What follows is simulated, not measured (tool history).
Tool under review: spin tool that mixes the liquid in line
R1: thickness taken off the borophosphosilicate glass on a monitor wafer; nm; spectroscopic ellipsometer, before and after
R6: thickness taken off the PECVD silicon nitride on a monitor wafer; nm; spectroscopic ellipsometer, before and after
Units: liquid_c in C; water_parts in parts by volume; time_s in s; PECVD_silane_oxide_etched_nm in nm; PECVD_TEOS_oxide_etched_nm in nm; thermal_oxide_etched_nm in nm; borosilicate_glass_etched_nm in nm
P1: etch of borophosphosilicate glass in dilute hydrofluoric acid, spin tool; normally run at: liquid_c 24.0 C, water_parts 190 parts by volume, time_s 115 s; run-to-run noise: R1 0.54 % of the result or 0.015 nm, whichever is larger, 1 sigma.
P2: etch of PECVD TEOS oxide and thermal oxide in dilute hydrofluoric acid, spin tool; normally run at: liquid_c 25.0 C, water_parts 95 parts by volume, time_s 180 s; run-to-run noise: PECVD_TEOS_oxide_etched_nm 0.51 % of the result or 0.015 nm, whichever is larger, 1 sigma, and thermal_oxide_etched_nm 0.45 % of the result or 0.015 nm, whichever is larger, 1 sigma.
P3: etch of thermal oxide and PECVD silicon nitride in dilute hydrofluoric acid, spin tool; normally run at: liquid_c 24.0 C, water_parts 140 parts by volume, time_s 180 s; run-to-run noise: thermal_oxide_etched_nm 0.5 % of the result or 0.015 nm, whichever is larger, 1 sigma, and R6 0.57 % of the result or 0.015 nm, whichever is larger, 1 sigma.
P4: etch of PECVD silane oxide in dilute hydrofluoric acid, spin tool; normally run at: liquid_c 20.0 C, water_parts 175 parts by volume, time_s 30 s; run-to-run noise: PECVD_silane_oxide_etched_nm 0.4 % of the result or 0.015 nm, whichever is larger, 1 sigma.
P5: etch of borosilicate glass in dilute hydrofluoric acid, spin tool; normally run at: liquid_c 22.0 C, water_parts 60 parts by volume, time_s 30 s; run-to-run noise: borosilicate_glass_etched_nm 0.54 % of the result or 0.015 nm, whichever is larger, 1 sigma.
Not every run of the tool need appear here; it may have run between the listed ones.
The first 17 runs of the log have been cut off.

Run 18, day 8.179: process P2, liquid_c 32.0 C, water_parts 95 parts by volume, time_s 180 s. Result: PECVD_TEOS_oxide_etched_nm 22.2730 nm, thermal_oxide_etched_nm 12.2750 nm.
Run 19, day 8.458: process P5, liquid_c 22.0 C, water_parts 60 parts by volume, time_s 60 s. Result: borosilicate_glass_etched_nm 16.9580 nm.
Run 20, day 9.058: process P3, liquid_c 31.0 C, water_parts 140 parts by volume, time_s 180 s. Result: thermal_oxide_etched_nm 7.5975 nm, R6 11.3460 nm.
Run 21, day 9.608: process P2, liquid_c 25.0 C, water_parts 95 parts by volume, time_s 180 s. Result: PECVD_TEOS_oxide_etched_nm 17.0970 nm, thermal_oxide_etched_nm 9.5153 nm.
Run 22, day 10.196: process P5, liquid_c 17.0 C, water_parts 60 parts by volume, time_s 30 s. Result: borosilicate_glass_etched_nm 6.8656 nm.
Run 23, day 10.704: process P1, liquid_c 24.0 C, water_parts 105 parts by volume, time_s 115 s. Result: R1 76.391 nm.
Run 24, day 11.067: process P1, liquid_c 29.5 C, water_parts 190 parts by volume, time_s 115 s. Result: R1 46.730 nm.
Run 25, day 11.675: process P2, liquid_c 25.0 C, water_parts 95 parts by volume, time_s 85 s. Result: PECVD_TEOS_oxide_etched_nm 8.1373 nm, thermal_oxide_etched_nm 4.5091 nm.
Run 26, day 12.054: process P3, liquid_c 24.0 C, water_parts 140 parts by volume, time_s 90 s. Result: thermal_oxide_etched_nm 2.9272 nm, R6 3.6932 nm.
Run 27, day 12.342: process P4, liquid_c 20.0 C, water_parts 175 parts by volume, time_s 30 s. Result: PECVD_silane_oxide_etched_nm 6.7431 nm.
Run 28, day 12.608: process P1, liquid_c 24.0 C, water_parts 320 parts by volume, time_s 115 s. Result: R1 19.988 nm.
Run 29, day 13.104: process P4, liquid_c 20.0 C, water_parts 175 parts by volume, time_s 50 s. Result: PECVD_silane_oxide_etched_nm 11.2590 nm.
Run 30, day 13.592: process P1, liquid_c 24.0 C, water_parts 190 parts by volume, time_s 115 s. Result: R1 38.184 nm.
Run 31, day 13.979: process P1, liquid_c 24.0 C, water_parts 190 parts by volume, time_s 115 s. Result: R1 37.480 nm.
Run 32, day 14.358: process P1, liquid_c 24.0 C, water_parts 190 parts by volume, time_s 115 s. Result: R1 36.816 nm.
Run 33, day 14.762: process P1, liquid_c 24.0 C, water_parts 190 parts by volume, time_s 115 s. Result: R1 36.783 nm.
Run 34, day 15.338: process P1, liquid_c 24.0 C, water_parts 190 parts by volume, time_s 115 s. Result: R1 36.681 nm.
Run 35, day 15.829: process P1, liquid_c 24.0 C, water_parts 190 parts by volume, time_s 115 s. Result: R1 36.828 nm.
Run 36, day 16.338: process P1, liquid_c 24.0 C, water_parts 190 parts by volume, time_s 115 s. Result: R1 36.247 nm.
Run 37, day 16.712: process P1, liquid_c 24.0 C, water_parts 190 parts by volume, time_s 115 s. Result: R1 36.035 nm.

Forecast run 38:
Run 38, day 17.158: process P1, liquid_c 24.0 C, water_parts 190 parts by volume, time_s 115 s. Result: R1 ?.

Run 38 gave R1 36.465 nm.
